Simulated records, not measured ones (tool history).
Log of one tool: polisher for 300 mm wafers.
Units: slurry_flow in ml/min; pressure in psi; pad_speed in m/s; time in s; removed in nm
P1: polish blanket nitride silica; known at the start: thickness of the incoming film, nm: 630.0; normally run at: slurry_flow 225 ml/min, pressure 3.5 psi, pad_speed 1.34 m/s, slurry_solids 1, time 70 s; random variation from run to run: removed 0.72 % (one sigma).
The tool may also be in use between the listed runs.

run	day	slurry_flow	pressure	pad_speed	slurry_solids	time	wafers polished on this pad	hours since the slurry nozzle was cleaned	hours since the head pressure was calibrated	hours since the slurry blender was calibrated	hours since the conditioning disc was replaced	removed
1	0.167	225	3.5	1.34	1	70	187	259.8	296.5	135.6	237.1	57.162
2	0.283	350	3.5	1.34	1	70	207	262.6	299.3	138.4	239.9	58.826
3	0.446	225	3.5	1.34	1	70	236	266.5	303.2	142.3	243.8	56.885
4	0.633	225	3.5	0.74	1	70	269	271	307.7	146.8	248.3	35.698
5	0.829	225	5.4	1.34	1	70	304	275.7	312.4	151.5	253	87.516
# day 0.862: slurry blender recalibrated
6	0.983	225	3.5	1.34	1	70	331	279.4	316.1	2.9	256.7	56.093
7	1.117	160	3.5	0.98	1	70	354	282.6	319.3	6.1	259.9	42.537
8	1.225	225	1.8	1.34	1	70	373	285.2	321.9	8.7	262.5	29.175
9	1.421	225	3.5	1.34	0.6	70	408	289.9	326.6	13.4	267.2	43.651
10	1.542	225	3.5	1.34	1.4	70	429	292.8	329.5	16.3	270.1	65.159
11	1.675	135	3.5	1.34	1	70	453	296	332.7	19.5	273.3	52.704
12	1.879	225	3.5	1.34	1	104	489	300.9	337.6	24.4	278.2	85.255
13	2.05	225	3.5	1.34	1	70	519	305	341.7	28.5	282.3	56.529
14	2.192	225	3.5	1.34	1	43	544	308.4	345.1	31.9	285.7	34.848
15	2.362	225	3.5	1.68	1	70	574	312.5	349.2	36	289.8	67.787
16	2.558	225	3.5	1.34	1	70	608	317.2	353.9	40.7	294.5	56.315
17	2.717	225	3.5	1.34	1	70	636	321	357.7	44.5	298.3	54.276

Run 18 comes next. What will it give?
18	2.829	225	3.5	1.34	1	70	656	323.7	360.4	47.2	301	?

{"run 18": {"removed": 53.049}}
